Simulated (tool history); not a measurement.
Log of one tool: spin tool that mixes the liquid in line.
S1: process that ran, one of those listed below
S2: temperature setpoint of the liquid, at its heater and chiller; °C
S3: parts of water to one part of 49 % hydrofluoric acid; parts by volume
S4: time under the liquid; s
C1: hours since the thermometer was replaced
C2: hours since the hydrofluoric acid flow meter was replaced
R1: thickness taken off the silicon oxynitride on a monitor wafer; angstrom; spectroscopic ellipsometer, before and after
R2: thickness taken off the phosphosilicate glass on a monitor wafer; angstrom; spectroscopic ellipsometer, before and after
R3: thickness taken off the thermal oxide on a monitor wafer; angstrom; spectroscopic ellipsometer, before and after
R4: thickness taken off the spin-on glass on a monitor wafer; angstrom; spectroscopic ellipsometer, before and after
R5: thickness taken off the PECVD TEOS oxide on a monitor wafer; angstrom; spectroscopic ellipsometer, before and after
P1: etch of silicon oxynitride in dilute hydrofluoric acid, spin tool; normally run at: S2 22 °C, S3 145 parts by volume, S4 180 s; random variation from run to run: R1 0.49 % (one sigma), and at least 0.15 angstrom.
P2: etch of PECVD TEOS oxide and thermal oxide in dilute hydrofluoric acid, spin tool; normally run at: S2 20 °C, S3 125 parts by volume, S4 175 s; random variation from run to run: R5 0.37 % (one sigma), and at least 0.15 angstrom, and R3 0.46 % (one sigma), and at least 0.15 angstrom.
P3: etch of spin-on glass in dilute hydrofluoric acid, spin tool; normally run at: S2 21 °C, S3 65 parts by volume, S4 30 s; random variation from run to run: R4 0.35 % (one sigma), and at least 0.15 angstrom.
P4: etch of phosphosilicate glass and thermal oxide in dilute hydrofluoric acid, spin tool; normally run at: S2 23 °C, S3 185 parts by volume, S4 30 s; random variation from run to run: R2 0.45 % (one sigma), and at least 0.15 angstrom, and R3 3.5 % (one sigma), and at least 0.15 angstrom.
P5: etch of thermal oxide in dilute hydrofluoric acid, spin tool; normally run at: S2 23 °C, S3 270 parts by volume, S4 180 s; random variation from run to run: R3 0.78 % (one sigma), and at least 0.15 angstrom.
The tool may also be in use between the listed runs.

| run | hour | S1 | S2 | S3 | S4 | C1 | C2 | R1 | R2 | R3 | R4 | R5 |
|---|---|---|---|---|---|---|---|---|---|---|---|---|
| 1 | 17.5 | P1 | 22 | 145 | 180 | 1475.2 | 924.5 | 50.973 |  |  |  |  |
| 2 | 35.9 | P4 | 23 | 185 | 15 | 1493.6 | 942.9 |  | 61.053 | 3.4897 |  |  |
| 3 | 46.5 | P3 | 21 | 25 | 30 | 1504.2 | 953.5 |  |  |  | 360.08 |  |
| 4 | 61.3 | P1 | 22 | 145 | 15 | 1519 | 968.3 | 4.4598 |  |  |  |  |
| 5 | 74.5 | P1 | 22 | 145 | 265 | 1532.2 | 981.5 | 75.067 |  |  |  |  |
| 6 | 88.7 | P3 | 21 | 65 | 30 | 1546.4 | 995.7 |  |  |  | 132.16 |  |
| 7 | 97 | P2 | 17 | 125 | 175 | 1554.7 | 1004 |  |  | 48.517 |  | 244.71 |
| 8 | 114.1 | P3 | 21 | 65 | 15 | 1571.8 | 1021.1 |  |  |  | 66.756 |  |
| 9 | 125.7 | P1 | 22 | 260 | 180 | 1583.4 | 1032.7 | 26.441 |  |  |  |  |
| 10 | 142 | P5 | 23 | 270 | 305 | 1599.7 | 1049 |  |  | 42.988 |  |  |
| 11 | 159.7 | P1 | 22 | 145 | 180 | 1617.4 | 1066.7 | 50.968 |  |  |  |  |
| 12 | 178.3 | P1 | 17.5 | 145 | 180 | 1636 | 1085.3 | 41.182 |  |  |  |  |
| 13 | 189.3 | P1 | 22 | 145 | 180 | 1647 | 1096.3 | 51.479 |  |  |  |  |
| 14 | 202.4 | P1 | 22 | 40 | 300 | 1660.1 | 1109.4 | 334.11 |  |  |  |  |
| 15 | 216.2 | P3 | 21 | 65 | 30 | 1673.9 | 1123.2 |  |  |  | 132.89 |  |
| 16 | 228.3 | P5 | 23 | 270 | 180 | 1686 | 1135.3 |  |  | 25.174 |  |  |
| 17 | 238.5 | P4 | 23 | 315 | 30 | 1696.2 | 1145.5 |  | 62.253 | 3.2535 |  |  |
| 18 | 252.1 | P5 | 29 | 270 | 180 | 1709.8 | 1159.1 |  |  | 30.874 |  |  |
| 19 | 267 | P4 | 23 | 185 | 30 | 1724.7 | 1174 |  | 120.93 | 6.3449 |  |  |
| 20 | 279.6 | P1 | 22 | 145 | 180 | 1737.3 | 1186.6 | 51.055 |  |  |  |  |
| 21 | 288.2 | P4 | 30 | 185 | 30 | 1745.9 | 1195.2 |  | 156.84 | 7.6493 |  |  |
|  | 289.7 | hydrofluoric acid flow meter replaced |
| 22 | 298.7 | P1 | 17.5 | 145 | 350 | 1756.4 | 9 | 81.016 |  |  |  |  |
| 23 | 313.6 | P2 | 20 | 45 | 175 | 1771.3 | 23.9 |  |  | 167.55 |  | 841 |
| 24 | 326.7 | P5 | 23 | 65 | 180 | 1784.4 | 37 |  |  | 133.52 |  |  |
| 25 | 341.2 | P2 | 20 | 125 | 175 | 1798.9 | 51.5 |  |  | 54.746 |  | 275.12 |
| 26 | 356.1 | P3 | 17 | 65 | 30 | 1813.8 | 66.4 |  |  |  | 112.69 |  |
| 27 | 370.8 | P4 | 23 | 185 | 30 | 1828.5 | 81.1 |  | 122.06 | 5.8022 |  |  |
| 28 | 384.6 | P2 | 20 | 125 | 15 | 1842.3 | 94.9 |  |  | 4.554 |  | 23.489 |
| 29 | 392.7 | P1 | 30.5 | 145 | 180 | 1850.4 | 103 | 74.546 |  |  |  |  |
| 30 | 408 | P1 | 27 | 210 | 180 | 1865.7 | 118.3 | 42.455 |  |  |  |  |
| 31 | 422.7 | P1 | 22 | 75 | 180 | 1880.4 | 133 | 104.29 |  |  |  |  |
| 32 | 435.3 | P1 | 22 | 145 | 180 | 1893 | 145.6 | 51.224 |  |  |  |  |
| 33 | 448.2 | P1 | 22 | 145 | 180 | 1905.9 | 158.5 | 49.419 |  |  |  |  |
| 34 | 465.7 | P1 | 22 | 145 | 180 | 1923.4 | 176 | 48.349 |  |  |  |  |
| 35 | 475.9 | P1 | 22 | 145 | 180 | 1933.6 | 186.2 | 47.846 |  |  |  |  |
| 36 | 488.9 | P1 | 22 | 145 | 180 | 1946.6 | 199.2 | 47.4 |  |  |  |  |
| 37 | 498.1 | P1 | 22 | 145 | 180 | 1955.8 | 208.4 | 47.457 |  |  |  |  |
| 38 | 514.4 | P1 | 22 | 145 | 180 | 1972.1 | 224.7 | 47.286 |  |  |  |  |
| 39 | 523.9 | P1 | 22 | 145 | 180 | 1981.6 | 234.2 | 48.053 |  |  |  |  |

What P1 gives has crept away from where it was. These 2 causes fit the log equally well, each at the size given:
A: liquid colder than its thermometer reads (K) = 1.6
B: hydrofluoric acid flow below the setpoint (%) = 6.54
The creep began at about hour 435.3.

4 check runs are offered, each on 2 wafers whose results are averaged, their results left as question marks. Which one tells the causes apart?
| check 1 | 533.4 | P2 | 20 | 45 | 175 |  |  |  |  | ? |  | ? |
| check 2 | 533.4 | P4 | 23 | 310 | 30 |  |  |  | ? | ? |  |  |
| check 3 | 533.4 | P3 | 21 | 45 | 30 |  |  |  |  |  | ? |  |
| check 4 | 533.4 | P5 | 23 | 70 | 180 |  |  |  |  | ? |  |  |

What each check would give under each cause:
| check | result | if A | if B |
|---|---|---|---|
| check 1 | R3 | 155.34 | 154.91 |
| check 1 | R5 | 784.83 | 782.61 |
| check 2 | R2 | 60.644 | 58.769 |
| check 2 | R3 | 3.0998 | 3.004 |
| check 3 | R4 | 183.62 | 182.99 |
| check 4 | R3 | 114.65 | 113.74 |
How far apart the two closest causes lie, in the result that separates them most: check 1 0.28 %; check 2 3.14 %; check 3 0.35 %; check 4 0.8 %
Only check 2 tells the causes apart: in the others they would give nearly the same result.

Then check 2 was run and gave: R2 58.623 angstrom; R3 2.8675 angstrom. Which cause is it?

It is B: hydrofluoric acid flow below the setpoint (%).
